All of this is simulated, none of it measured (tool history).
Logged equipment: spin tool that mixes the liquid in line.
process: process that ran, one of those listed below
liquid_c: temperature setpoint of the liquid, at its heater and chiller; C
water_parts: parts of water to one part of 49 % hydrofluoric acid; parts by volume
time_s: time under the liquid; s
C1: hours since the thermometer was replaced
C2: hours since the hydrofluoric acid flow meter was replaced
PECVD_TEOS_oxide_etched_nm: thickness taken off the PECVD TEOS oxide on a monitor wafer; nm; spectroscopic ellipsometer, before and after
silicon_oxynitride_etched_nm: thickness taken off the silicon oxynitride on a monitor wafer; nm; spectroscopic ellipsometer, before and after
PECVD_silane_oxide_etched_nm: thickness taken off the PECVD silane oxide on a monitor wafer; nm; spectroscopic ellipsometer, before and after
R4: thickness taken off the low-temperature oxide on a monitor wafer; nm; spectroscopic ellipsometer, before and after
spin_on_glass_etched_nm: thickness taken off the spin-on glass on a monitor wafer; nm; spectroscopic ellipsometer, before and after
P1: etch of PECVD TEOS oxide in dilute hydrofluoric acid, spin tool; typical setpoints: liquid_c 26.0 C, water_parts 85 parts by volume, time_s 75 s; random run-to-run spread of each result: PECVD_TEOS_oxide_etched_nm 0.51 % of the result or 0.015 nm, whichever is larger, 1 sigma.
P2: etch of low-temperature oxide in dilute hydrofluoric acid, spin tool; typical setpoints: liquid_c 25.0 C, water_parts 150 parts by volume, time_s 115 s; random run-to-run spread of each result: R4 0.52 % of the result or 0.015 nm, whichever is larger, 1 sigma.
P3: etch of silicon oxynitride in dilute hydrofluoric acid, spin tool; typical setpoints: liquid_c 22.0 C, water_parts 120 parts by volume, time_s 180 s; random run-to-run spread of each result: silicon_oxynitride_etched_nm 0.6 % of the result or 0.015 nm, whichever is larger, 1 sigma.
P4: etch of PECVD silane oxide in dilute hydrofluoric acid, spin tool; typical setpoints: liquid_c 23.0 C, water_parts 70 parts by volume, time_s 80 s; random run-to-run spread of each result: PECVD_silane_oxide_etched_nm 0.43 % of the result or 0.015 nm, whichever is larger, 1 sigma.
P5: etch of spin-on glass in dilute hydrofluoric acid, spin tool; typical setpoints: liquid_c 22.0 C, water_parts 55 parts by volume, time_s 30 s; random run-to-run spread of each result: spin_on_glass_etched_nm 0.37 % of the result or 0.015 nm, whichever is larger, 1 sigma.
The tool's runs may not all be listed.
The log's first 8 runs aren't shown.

Run 9, day 3.912: process P1, liquid_c 33.5 C, water_parts 20 parts by volume, time_s 75 s; C1 1679.6; C2 493.6. Result: PECVD_TEOS_oxide_etched_nm 92.1340 nm.
Run 10, day 4.400: process P1, liquid_c 26.0 C, water_parts 85 parts by volume, time_s 75 s; C1 1691.3; C2 505.3. Result: PECVD_TEOS_oxide_etched_nm 14.5540 nm.
Run 11, day 4.912: process P1, liquid_c 26.0 C, water_parts 135 parts by volume, time_s 75 s; C1 1703.6; C2 517.6. Result: PECVD_TEOS_oxide_etched_nm 8.6407 nm.
Run 12, day 5.433: process P1, liquid_c 26.0 C, water_parts 85 parts by volume, time_s 15 s; C1 1716.1; C2 530.1. Result: PECVD_TEOS_oxide_etched_nm 2.8813 nm.
Run 13, day 5.808: process P4, liquid_c 23.0 C, water_parts 105 parts by volume, time_s 80 s; C1 1725.1; C2 539.1. Result: PECVD_silane_oxide_etched_nm 13.4340 nm.
At day 5.954: thermometer replaced.
Run 14, day 6.062: process P2, liquid_c 25.0 C, water_parts 150 parts by volume, time_s 115 s; C1 2.7; C2 545.2. Result: R4 13.499 nm.
Run 15, day 6.538: process P3, liquid_c 22.0 C, water_parts 120 parts by volume, time_s 30 s; C1 14.1; C2 556.6. Result: silicon_oxynitride_etched_nm 0.62779 nm.
Run 16, day 7.008: process P4, liquid_c 23.0 C, water_parts 70 parts by volume, time_s 80 s; C1 25.4; C2 567.9. Result: PECVD_silane_oxide_etched_nm 21.2350 nm.
Run 17, day 7.396: process P2, liquid_c 25.0 C, water_parts 150 parts by volume, time_s 225 s; C1 34.7; C2 577.2. Result: R4 26.366 nm.
Run 18, day 7.712: process P1, liquid_c 32.0 C, water_parts 85 parts by volume, time_s 75 s; C1 42.3; C2 584.8. Result: PECVD_TEOS_oxide_etched_nm 18.3110 nm.
Run 19, day 7.979: process P2, liquid_c 30.5 C, water_parts 150 parts by volume, time_s 115 s; C1 48.7; C2 591.2. Result: R4 16.578 nm.
Run 20, day 8.467: process P1, liquid_c 26.0 C, water_parts 85 parts by volume, time_s 125 s; C1 60.4; C2 602.9. Result: PECVD_TEOS_oxide_etched_nm 24.1960 nm.
Run 21, day 8.779: process P5, liquid_c 22.0 C, water_parts 55 parts by volume, time_s 30 s; C1 67.9; C2 610.4. Result: spin_on_glass_etched_nm 21.876 nm.
Run 22, day 9.279: process P1, liquid_c 26.0 C, water_parts 85 parts by volume, time_s 75 s; C1 79.9; C2 622.4. Result: PECVD_TEOS_oxide_etched_nm 14.5370 nm.
Run 23, day 9.550: process P3, liquid_c 17.0 C, water_parts 120 parts by volume, time_s 180 s; C1 86.4; C2 628.9. Result: silicon_oxynitride_etched_nm 2.82780 nm.
Run 24, day 9.996: process P5, liquid_c 30.5 C, water_parts 55 parts by volume, time_s 30 s; C1 97.1; C2 639.6. Result: spin_on_glass_etched_nm 30.800 nm.
Run 25, day 10.525: process P2, liquid_c 25.0 C, water_parts 150 parts by volume, time_s 115 s; C1 109.8; C2 652.3. Result: R4 13.638 nm.
Run 26, day 11.029: process P1, liquid_c 22.0 C, water_parts 85 parts by volume, time_s 75 s; C1 121.9; C2 664.4. Result: PECVD_TEOS_oxide_etched_nm 12.3780 nm.
At day 11.046: hydrofluoric acid flow meter replaced.
Run 27, day 11.383: process P1, liquid_c 26.0 C, water_parts 85 parts by volume, time_s 75 s; C1 130.4; C2 8.2. Result: PECVD_TEOS_oxide_etched_nm 14.6470 nm.
Run 28, day 11.908: process P1, liquid_c 26.0 C, water_parts 20 parts by volume, time_s 75 s; C1 143.0; C2 20.8. Result: PECVD_TEOS_oxide_etched_nm 67.0880 nm.
Run 29, day 12.396: process P5, liquid_c 22.0 C, water_parts 55 parts by volume, time_s 30 s; C1 154.7; C2 32.5. Result: spin_on_glass_etched_nm 21.663 nm.
Run 30, day 12.779: process P5, liquid_c 22.0 C, water_parts 90 parts by volume, time_s 30 s; C1 163.9; C2 41.7. Result: spin_on_glass_etched_nm 12.725 nm.
Run 31, day 13.121: process P5, liquid_c 22.0 C, water_parts 55 parts by volume, time_s 60 s; C1 172.1; C2 49.9. Result: spin_on_glass_etched_nm 43.698 nm.
Run 32, day 13.550: process P1, liquid_c 26.0 C, water_parts 85 parts by volume, time_s 75 s; C1 182.4; C2 60.2. Result: PECVD_TEOS_oxide_etched_nm 14.5550 nm.

Run 33 has not been measured yet. What should we expect?
Run 33, day 14.088: process P1, liquid_c 26.0 C, water_parts 85 parts by volume, time_s 75 s; C1 195.3; C2 73.1. Result: PECVD_TEOS_oxide_etched_nm ?.

{"run 33": {"PECVD_TEOS_oxide_etched_nm": 15.133}}
